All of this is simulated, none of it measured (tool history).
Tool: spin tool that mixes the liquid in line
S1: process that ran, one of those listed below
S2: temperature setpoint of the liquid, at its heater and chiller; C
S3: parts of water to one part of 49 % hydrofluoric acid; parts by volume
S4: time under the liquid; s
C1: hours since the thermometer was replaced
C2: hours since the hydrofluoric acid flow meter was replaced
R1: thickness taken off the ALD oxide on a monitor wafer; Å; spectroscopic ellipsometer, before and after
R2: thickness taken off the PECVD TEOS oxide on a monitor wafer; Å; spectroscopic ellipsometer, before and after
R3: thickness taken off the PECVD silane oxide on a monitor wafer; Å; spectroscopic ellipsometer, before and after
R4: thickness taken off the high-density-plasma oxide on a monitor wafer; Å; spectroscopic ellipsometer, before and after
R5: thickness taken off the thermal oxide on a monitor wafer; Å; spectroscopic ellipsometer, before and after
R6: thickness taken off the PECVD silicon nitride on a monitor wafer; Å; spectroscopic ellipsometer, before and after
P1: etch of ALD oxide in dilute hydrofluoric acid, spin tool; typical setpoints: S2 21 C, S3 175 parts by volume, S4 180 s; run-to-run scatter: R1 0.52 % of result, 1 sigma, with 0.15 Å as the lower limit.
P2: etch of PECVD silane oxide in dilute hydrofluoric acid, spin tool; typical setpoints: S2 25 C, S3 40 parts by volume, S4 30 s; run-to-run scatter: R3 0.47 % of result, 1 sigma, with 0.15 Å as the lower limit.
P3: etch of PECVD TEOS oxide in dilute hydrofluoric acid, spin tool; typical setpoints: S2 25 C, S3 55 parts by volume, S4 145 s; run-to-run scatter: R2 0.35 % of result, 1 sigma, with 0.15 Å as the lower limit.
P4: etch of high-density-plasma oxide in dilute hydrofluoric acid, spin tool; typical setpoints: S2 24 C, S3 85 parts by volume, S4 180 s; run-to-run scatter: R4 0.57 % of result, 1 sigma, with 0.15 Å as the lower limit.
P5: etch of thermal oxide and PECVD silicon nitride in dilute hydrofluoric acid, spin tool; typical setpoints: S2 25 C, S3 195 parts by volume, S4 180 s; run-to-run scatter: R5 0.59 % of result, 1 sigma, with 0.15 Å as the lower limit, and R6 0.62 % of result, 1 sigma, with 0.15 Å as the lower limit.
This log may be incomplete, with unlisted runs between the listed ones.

Run 1, day 0.146: S1 P1, S2 21 C, S3 175 parts by volume, S4 180 s; C1 1787.2; C2 544.8. Result: R1 84.617 Å.
Run 2, day 0.288: S1 P3, S2 33.5 C, S3 55 parts by volume, S4 145 s; C1 1790.6; C2 548.2. Result: R2 481.82 Å.
Run 3, day 0.488: S1 P2, S2 25 C, S3 65 parts by volume, S4 30 s; C1 1795.4; C2 553. Result: R3 76.46 Å.
Run 4, day 0.604: S1 P4, S2 28 C, S3 85 parts by volume, S4 180 s; C1 1798.2; C2 555.8. Result: R4 126.93 Å.
Run 5, day 0.808: S1 P3, S2 25 C, S3 55 parts by volume, S4 145 s; C1 1803.1; C2 560.7. Result: R2 345.71 Å.
Run 6, day 1.025: S1 P1, S2 26 C, S3 175 parts by volume, S4 180 s; C1 1808.3; C2 565.9. Result: R1 101.87 Å.
Run 7, day 1.208: S1 P5, S2 25 C, S3 195 parts by volume, S4 180 s; C1 1812.7; C2 570.3. Result: R5 40.694 Å, R6 38.661 Å.
Run 8, day 1.346: S1 P5, S2 25 C, S3 195 parts by volume, S4 100 s; C1 1816; C2 573.6. Result: R5 22.718 Å, R6 21.578 Å.
Run 9, day 1.525: S1 P1, S2 21 C, S3 175 parts by volume, S4 180 s; C1 1820.3; C2 577.9. Result: R1 84.461 Å.
Run 10, day 1.667: S1 P1, S2 17 C, S3 175 parts by volume, S4 180 s; C1 1823.7; C2 581.3. Result: R1 72.335 Å.
Run 11, day 1.796: S1 P1, S2 21 C, S3 175 parts by volume, S4 295 s; C1 1826.8; C2 584.4. Result: R1 139.22 Å.
Run 12, day 2.029: S1 P1, S2 17 C, S3 305 parts by volume, S4 180 s; C1 1832.4; C2 590. Result: R1 36.822 Å.
Run 13, day 2.233: S1 P3, S2 25 C, S3 55 parts by volume, S4 45 s; C1 1837.3; C2 594.9. Result: R2 106.74 Å.
Run 14, day 2.362: S1 P4, S2 24 C, S3 85 parts by volume, S4 265 s; C1 1840.4; C2 598. Result: R4 159.72 Å.
Run 15, day 2.567: S1 P5, S2 18 C, S3 195 parts by volume, S4 180 s; C1 1845.3; C2 602.9. Result: R5 31.631 Å, R6 24.49 Å.
Run 16, day 2.675: S1 P5, S2 25 C, S3 195 parts by volume, S4 180 s; C1 1847.9; C2 605.5. Result: R5 40.874 Å, R6 38.876 Å.
Run 17, day 2.833: S1 P1, S2 17 C, S3 55 parts by volume, S4 180 s; C1 1851.7; C2 609.3. Result: R1 258.23 Å.
Run 18, day 2.992: S1 P1, S2 21 C, S3 175 parts by volume, S4 180 s; C1 1855.5; C2 613.1. Result: R1 85.076 Å.
Run 19, day 3.221: S1 P2, S2 30 C, S3 40 parts by volume, S4 30 s; C1 1861; C2 618.6. Result: R3 159.48 Å.
Run 20, day 3.446: S1 P3, S2 25 C, S3 25 parts by volume, S4 145 s; C1 1866.4; C2 624. Result: R2 791.58 Å.
Run 21, day 3.575: S1 P2, S2 25 C, S3 40 parts by volume, S4 55 s; C1 1869.5; C2 627.1. Result: R3 235.93 Å.
Run 22, day 3.767: S1 P2, S2 25 C, S3 40 parts by volume, S4 30 s; C1 1874.1; C2 631.7. Result: R3 129.94 Å.
Run 23, day 3.992: S1 P1, S2 21 C, S3 175 parts by volume, S4 180 s; C1 1879.5; C2 637.1. Result: R1 84.286 Å.
Run 24, day 4.204: S1 P5, S2 25 C, S3 65 parts by volume, S4 180 s; C1 1884.6; C2 642.2. Result: R5 143.58 Å, R6 114.45 Å.
Run 25, day 4.446: S1 P1, S2 21 C, S3 50 parts by volume, S4 180 s; C1 1890.4; C2 648. Result: R1 341.03 Å.
Run 26, day 4.562: S1 P4, S2 24 C, S3 85 parts by volume, S4 180 s; C1 1893.2; C2 650.8. Result: R4 107.62 Å.
Run 27, day 4.771: S1 P1, S2 21 C, S3 175 parts by volume, S4 15 s; C1 1898.2; C2 655.8. Result: R1 7.1497 Å.
Run 28, day 4.892: S1 P1, S2 21 C, S3 270 parts by volume, S4 285 s; C1 1901.1; C2 658.7. Result: R1 79.057 Å.
Run 29, day 5.121: S1 P4, S2 24 C, S3 50 parts by volume, S4 180 s; C1 1906.6; C2 664.2. Result: R4 190.74 Å.
Run 30, day 5.308: S1 P4, S2 24 C, S3 85 parts by volume, S4 180 s; C1 1911.1; C2 668.7. Result: R4 108.78 Å.
Run 31, day 5.533: S1 P1, S2 21 C, S3 255 parts by volume, S4 180 s; C1 1916.5; C2 674.1. Result: R1 53.394 Å.
Run 32, day 5.662: S1 P1, S2 21 C, S3 175 parts by volume, S4 180 s; C1 1919.6; C2 677.2. Result: R1 84.388 Å.
Run 33, day 5.821: S1 P1, S2 21 C, S3 175 parts by volume, S4 180 s; C1 1923.4; C2 681. Result: R1 85.019 Å.
Run 34, day 6.058: S1 P1, S2 21 C, S3 175 parts by volume, S4 180 s; C1 1929.1; C2 686.7. Result: R1 81.8 Å.
Run 35, day 6.188: S1 P1, S2 21 C, S3 175 parts by volume, S4 180 s; C1 1932.2; C2 689.8. Result: R1 81.112 Å.

Run 36 comes next. What will it give?
Run 36, day 6.346: S1 P1, S2 21 C, S3 175 parts by volume, S4 180 s; C1 1936; C2 693.6. Result: R1 ?.

{"run 36": {"R1": 80.538}}
